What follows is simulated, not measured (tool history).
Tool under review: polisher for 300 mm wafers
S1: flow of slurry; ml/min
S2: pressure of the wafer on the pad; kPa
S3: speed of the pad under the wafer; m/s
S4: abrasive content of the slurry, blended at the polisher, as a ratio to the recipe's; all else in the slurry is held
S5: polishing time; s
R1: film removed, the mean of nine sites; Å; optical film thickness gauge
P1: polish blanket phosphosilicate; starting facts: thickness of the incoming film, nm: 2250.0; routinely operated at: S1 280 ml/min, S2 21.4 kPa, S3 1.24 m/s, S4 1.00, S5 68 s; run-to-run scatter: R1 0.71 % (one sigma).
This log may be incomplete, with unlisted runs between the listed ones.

run   hour   S1    S2    S3    S4   S5       R1
  1   11.2  280  21.4  1.24  1.00   68   7239.3
  2   24.5  170  21.4  1.24  1.00   94   9548.2
  3   39.9  280  28.3  1.24  1.00   68   9595.3
  4   52.1  280  21.4  1.24  1.00   68   7249.0
  5   65.1  170  21.4  1.24  1.00   68   6710.9
  6   73.6  280  21.4  1.24  1.00   68   7224.6
  7   87.9  390  21.4  1.24  1.00   68   7432.2
      96.9  -- worn pad replaced by a new one
  8  103.4  280  11.0  1.24  1.00   68   3725.5
  9  111.0  280  21.4  0.62  1.00   68   4203.2
 10  123.1  280  31.0  1.24  1.25   68  11563.0
 11  133.6  280  21.4  1.24  1.00  102  10774.0
 12  148.1  280  21.4  1.24  1.35   68   8174.5
 13  160.1  280  21.4  1.24  1.00   37   3951.0
 14  167.9  280   9.7  1.92  1.00   68   4631.2
     177.4  -- slurry nozzle cleaned
 15  181.1  280  21.4  1.24  1.00   68   7221.0
 16  188.1  280  21.4  1.24  0.50   68   4948.2
 17  198.2  280  21.4  1.24  1.00   68   7326.1
 18  206.7  280  21.4  1.96  1.00   68  10448.0
 19  214.4  280  21.4  1.24  1.00   68   7234.0
 20  230.0  280  21.4  1.24  1.00   68   6948.0
 21  239.6  280  21.4  1.24  1.00   68   6884.2
 22  255.0  280  21.4  1.24  1.00   68   6744.7
 23  266.4  280  21.4  1.24  1.00   68   6623.6
     282.1  -- slurry nozzle cleaned
 24  282.5  280  21.4  1.24  1.00   68   6520.6
     290.5  -- conditioning disc replaced and pad reconditioned
 25  292.9  280  21.4  1.24  1.00   68   6485.5
 26  302.4  280  21.4  1.24  1.00   68   6473.3
     311.7  -- worn pad replaced by a new one
 27  313.7  280  21.4  1.24  1.00   68   6506.4
 28  326.1  280  21.4  1.24  1.00   68   6553.7
 29  338.7  280  21.4  1.24  1.00   68   6464.8
 30  351.5  280  21.4  1.24  1.00   68   6504.9

Something has made what P1 gives creep away from where it was; the 2 causes below, each at its own stated size, fit the log equally well:
A: head's pressure below its setpoint, % = 10.3
B: abrasive missing from the slurry, % = 20.1
Creep in the process output first set in at about hour 214.4.
Other possible causes, and why each is ruled out:
removal rate lost through wear of the pad, %: its service at hour 311.7 followed the start of the drift and did not put the process back to its old value
slurry flow missing at the pad, %: its service at hour 282.1 followed the start of the drift and did not put the process back to its old value
time polished since the conditioner stopped cutting, s: its service at hour 290.5 followed the start of the drift and did not put the process back to its old value

The 4 check runs listed below each average the results of 5 wafers, and their outcomes are marked with question marks. Under which run would the listed causes produce clearly different results?
check 1  364.3  280  21.4  0.64  1.00  99   ?
check 2  364.3  280  21.4  0.66  1.00  37   ?
check 3  364.3  280  11.0  1.24  0.65  68   ?
check 4  364.3  175  21.4  1.24  1.00  68   ?

Check results expected under each cause:
  check  result    if A    if B
check 1      R1  5560.3  5562.7
check 2      R1  2129.9  2130.8
check 3      R1  2688.1  2625.6
check 4      R1  6122.3  6125.0
Distance between the nearest two causes, measured in the result of the check that separates them most: check 1 0.04 %; check 2 0.04 %; check 3 2.35 %; check 4 0.04 %
Only check 3 tells the causes apart: in the others they would give nearly the same result.

Then check 3 was run and gave: R1 2613.3 Å. Which cause is it?

Of the candidate causes, it is B: abrasive missing from the slurry, %.
